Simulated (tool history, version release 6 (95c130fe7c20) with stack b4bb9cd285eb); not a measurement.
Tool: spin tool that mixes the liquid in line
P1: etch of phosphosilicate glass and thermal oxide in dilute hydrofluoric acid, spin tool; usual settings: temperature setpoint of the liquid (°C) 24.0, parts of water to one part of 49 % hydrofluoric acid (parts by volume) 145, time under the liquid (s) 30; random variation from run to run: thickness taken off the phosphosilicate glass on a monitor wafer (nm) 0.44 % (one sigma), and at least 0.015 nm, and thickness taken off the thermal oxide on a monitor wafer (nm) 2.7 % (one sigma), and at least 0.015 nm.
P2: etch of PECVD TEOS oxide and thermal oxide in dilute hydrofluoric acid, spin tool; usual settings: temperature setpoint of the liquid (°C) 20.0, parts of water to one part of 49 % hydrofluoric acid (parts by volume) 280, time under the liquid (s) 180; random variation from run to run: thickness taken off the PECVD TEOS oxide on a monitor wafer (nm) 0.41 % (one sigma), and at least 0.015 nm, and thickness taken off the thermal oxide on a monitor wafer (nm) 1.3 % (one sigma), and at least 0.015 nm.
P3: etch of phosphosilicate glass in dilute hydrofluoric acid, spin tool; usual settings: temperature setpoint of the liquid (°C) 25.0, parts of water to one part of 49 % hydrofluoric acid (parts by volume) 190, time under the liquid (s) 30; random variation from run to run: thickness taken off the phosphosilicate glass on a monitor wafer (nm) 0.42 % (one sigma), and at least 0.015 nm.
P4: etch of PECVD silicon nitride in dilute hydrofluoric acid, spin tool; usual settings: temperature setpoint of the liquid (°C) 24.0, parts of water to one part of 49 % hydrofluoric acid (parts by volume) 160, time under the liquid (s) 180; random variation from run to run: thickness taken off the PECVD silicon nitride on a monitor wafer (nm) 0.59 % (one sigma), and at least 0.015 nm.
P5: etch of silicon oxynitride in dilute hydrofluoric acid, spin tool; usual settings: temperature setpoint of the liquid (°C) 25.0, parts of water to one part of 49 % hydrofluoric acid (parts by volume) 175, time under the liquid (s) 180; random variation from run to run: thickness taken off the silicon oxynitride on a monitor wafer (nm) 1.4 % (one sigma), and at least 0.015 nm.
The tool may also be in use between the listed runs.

| run | hour | process that ran | temperature setpoint of the liquid (°C) | parts of water to one part of 49 % hydrofluoric acid (parts by volume) | time under the liquid (s) | hours since the thermometer was replaced | hours since the hydrofluoric acid flow meter was replaced | thickness taken off the phosphosilicate glass on a monitor wafer (nm) | thickness taken off the thermal oxide on a monitor wafer (nm) | thickness taken off the silicon oxynitride on a monitor wafer (nm) | thickness taken off the PECVD TEOS oxide on a monitor wafer (nm) | thickness taken off the PECVD silicon nitride on a monitor wafer (nm) |
|---|---|---|---|---|---|---|---|---|---|---|---|---|
| 1 | 4.2 | P1 | 24.0 | 145 | 30 | 457.7 | 459.9 | 33.0150 | 0.92666 |  |  |  |
| 2 | 6.8 | P5 | 32.5 | 175 | 180 | 460.3 | 462.5 |  |  | 2.25530 |  |  |
| 3 | 10.5 | P2 | 20.0 | 450 | 180 | 464.0 | 466.2 |  | 1.09820 |  | 2.7406 |  |
| 4 | 12.7 | P3 | 29.5 | 190 | 30 | 466.2 | 468.4 | 14.4720 |  |  |  |  |
| 5 | 16.9 | P2 | 20.0 | 280 | 80 | 470.4 | 472.6 |  | 0.90676 |  | 2.2776 |  |
| 6 | 21.3 | P3 | 25.0 | 315 | 30 | 474.8 | 477.0 | 6.4706 |  |  |  |  |
| 7 | 25.2 | P1 | 24.0 | 95 | 30 | 478.7 | 480.9 | 53.4050 | 1.63140 |  |  |  |
| 8 | 29.2 | P3 | 25.0 | 190 | 50 | 482.7 | 484.9 | 20.3310 |  |  |  |  |
| 9 | 33.7 | P1 | 24.0 | 145 | 15 | 487.2 | 489.4 | 16.4230 | 0.46710 |  |  |  |
| 10 | 35.7 | P5 | 25.0 | 175 | 355 | 489.2 | 491.4 |  |  | 3.21400 |  |  |
| 11 | 38.5 | P2 | 20.0 | 280 | 180 | 492.0 | 494.2 |  | 2.06200 |  | 5.0780 |  |
| 12 | 42.1 | P4 | 24.0 | 160 | 55 | 495.6 | 497.8 |  |  |  |  | 1.3353 |
| 13 | 44.1 | P1 | 24.0 | 90 | 60 | 497.6 | 499.8 | 114.3900 | 3.30330 |  |  |  |
| 14 | 46.1 | P3 | 25.0 | 190 | 30 | 499.6 | 501.8 | 12.2310 |  |  |  |  |
| 15 | 49.0 | P1 | 24.0 | 210 | 30 | 502.5 | 504.7 | 21.0040 | 0.62369 |  |  |  |
| 16 | 52.2 | P4 | 24.0 | 160 | 180 | 505.7 | 507.9 |  |  |  |  | 4.4493 |
| 17 | 54.9 | P1 | 24.0 | 55 | 45 | 508.4 | 510.6 | 146.2500 | 4.26420 |  |  |  |
| 18 | 57.4 | P1 | 24.0 | 145 | 55 | 510.9 | 513.1 | 60.5680 | 1.76190 |  |  |  |
| 19 | 61.5 | P4 | 29.0 | 160 | 180 | 515.0 | 517.2 |  |  |  |  | 6.2341 |
| 20 | 63.5 | P1 | 24.0 | 145 | 30 | 517.0 | 519.2 | 33.0040 | 0.90201 |  |  |  |
| 21 | 65.5 | P2 | 25.5 | 280 | 180 | 519.0 | 521.2 |  | 2.52810 |  | 6.1769 |  |
| 22 | 69.2 | P5 | 25.0 | 175 | 180 | 522.7 | 524.9 |  |  | 1.67040 |  |  |
| 23 | 72.4 | P1 | 24.0 | 145 | 30 | 525.9 | 528.1 | 33.2000 | 0.99853 |  |  |  |
| 24 | 74.8 | P4 | 24.0 | 75 | 180 | 528.3 | 530.5 |  |  |  |  | 9.4175 |
| 25 | 77.4 | P2 | 20.0 | 280 | 180 | 530.9 | 533.1 |  | 2.01990 |  | 5.0367 |  |
| 26 | 80.2 | P1 | 24.0 | 240 | 45 | 533.7 | 535.9 | 26.8230 | 0.78189 |  |  |  |
| 27 | 83.0 | P1 | 17.0 | 145 | 30 | 536.5 | 538.7 | 25.0400 | 0.68472 |  |  |  |
| 28 | 86.4 | P5 | 25.0 | 280 | 180 | 539.9 | 542.1 |  |  | 0.95478 |  |  |
| 29 | 90.4 | P1 | 24.0 | 145 | 30 | 543.9 | 546.1 | 33.1710 | 0.96569 |  |  |  |
| 30 | 94.0 | P5 | 25.0 | 175 | 180 | 547.5 | 549.7 |  |  | 1.63260 |  |  |
| 31 | 98.4 | P1 | 31.5 | 145 | 30 | 551.9 | 554.1 | 43.5620 | 1.21460 |  |  |  |
| 32 | 102.8 | P3 | 25.0 | 190 | 30 | 556.3 | 558.5 | 12.2690 |  |  |  |  |
| 33 | 105.5 | P1 | 24.0 | 145 | 30 | 559.0 | 561.2 | 32.9300 | 0.94708 |  |  |  |
| 34 | 109.3 | P1 | 24.0 | 145 | 30 | 562.8 | 565.0 | 34.0920 | 0.94821 |  |  |  |
| 35 | 112.5 | P1 | 24.0 | 145 | 30 | 566.0 | 568.2 | 34.9370 | 1.04530 |  |  |  |
| 36 | 116.2 | P1 | 24.0 | 145 | 30 | 569.7 | 571.9 | 35.3940 | 1.00760 |  |  |  |
| 37 | 119.2 | P1 | 24.0 | 145 | 30 | 572.7 | 574.9 | 35.7770 | 1.05570 |  |  |  |
| 38 | 121.6 | P1 | 24.0 | 145 | 30 | 575.1 | 577.3 | 35.7930 | 1.09010 |  |  |  |
| 39 | 125.6 | P1 | 24.0 | 145 | 30 | 579.1 | 581.3 | 36.0060 | 1.03050 |  |  |  |
| 40 | 129.5 | P1 | 24.0 | 145 | 30 | 583.0 | 585.2 | 36.0380 | 1.04400 |  |  |  |
| 41 | 132.4 | P1 | 24.0 | 145 | 30 | 585.9 | 588.1 | 36.1010 | 1.05290 |  |  |  |
| 42 | 135.0 | P1 | 24.0 | 145 | 30 | 588.5 | 590.7 | 35.9500 | 1.06050 |  |  |  |
| 43 | 136.9 | P1 | 24.0 | 145 | 30 | 590.4 | 592.6 | 36.0620 | 0.98126 |  |  |  |

What P1 gives has crept away from where it was. These 2 causes fit the log equally well, each at the size given:
A: liquid hotter than its thermometer reads (K) = 2.35
B: hydrofluoric acid flow above the setpoint (%) = 7.94
The creep began at about hour 105.5.

4 check runs are offered, one wafer each, their results left as question marks. Which one tells the causes apart?
| check 1 | 138.8 | P2 | 20.0 | 280 | 180 |  |  |  | ? |  | ? |  |
| check 2 | 138.8 | P3 | 25.0 | 190 | 30 |  |  | ? |  |  |  |  |
| check 3 | 138.8 | P4 | 24.0 | 160 | 180 |  |  |  |  |  |  | ? |
| check 4 | 138.8 | P5 | 25.0 | 175 | 180 |  |  |  |  | ? |  |  |

What each check would give under each cause:
| check | result | if A | if B |
|---|---|---|---|
| check 1 | thickness taken off the thermal oxide on a monitor wafer (nm) | 2.26120 | 2.28340 |
| check 1 | thickness taken off the PECVD TEOS oxide on a monitor wafer (nm) | 5.5347 | 5.5892 |
| check 2 | thickness taken off the phosphosilicate glass on a monitor wafer (nm) | 13.3190 | 13.4090 |
| check 3 | thickness taken off the PECVD silicon nitride on a monitor wafer (nm) | 5.2024 | 4.8321 |
| check 4 | thickness taken off the silicon oxynitride on a monitor wafer (nm) | 1.81060 | 1.77950 |
How far apart the two closest causes lie, in the result that separates them most: check 1 0.98 %; check 2 0.67 %; check 3 7.38 %; check 4 1.73 %
Only check 3 tells the causes apart: in the others they would give nearly the same result.

Then check 3 was run and gave: thickness taken off the PECVD silicon nitride on a monitor wafer (nm) 5.1806. Which cause is it?

It is A: liquid hotter than its thermometer reads (K).
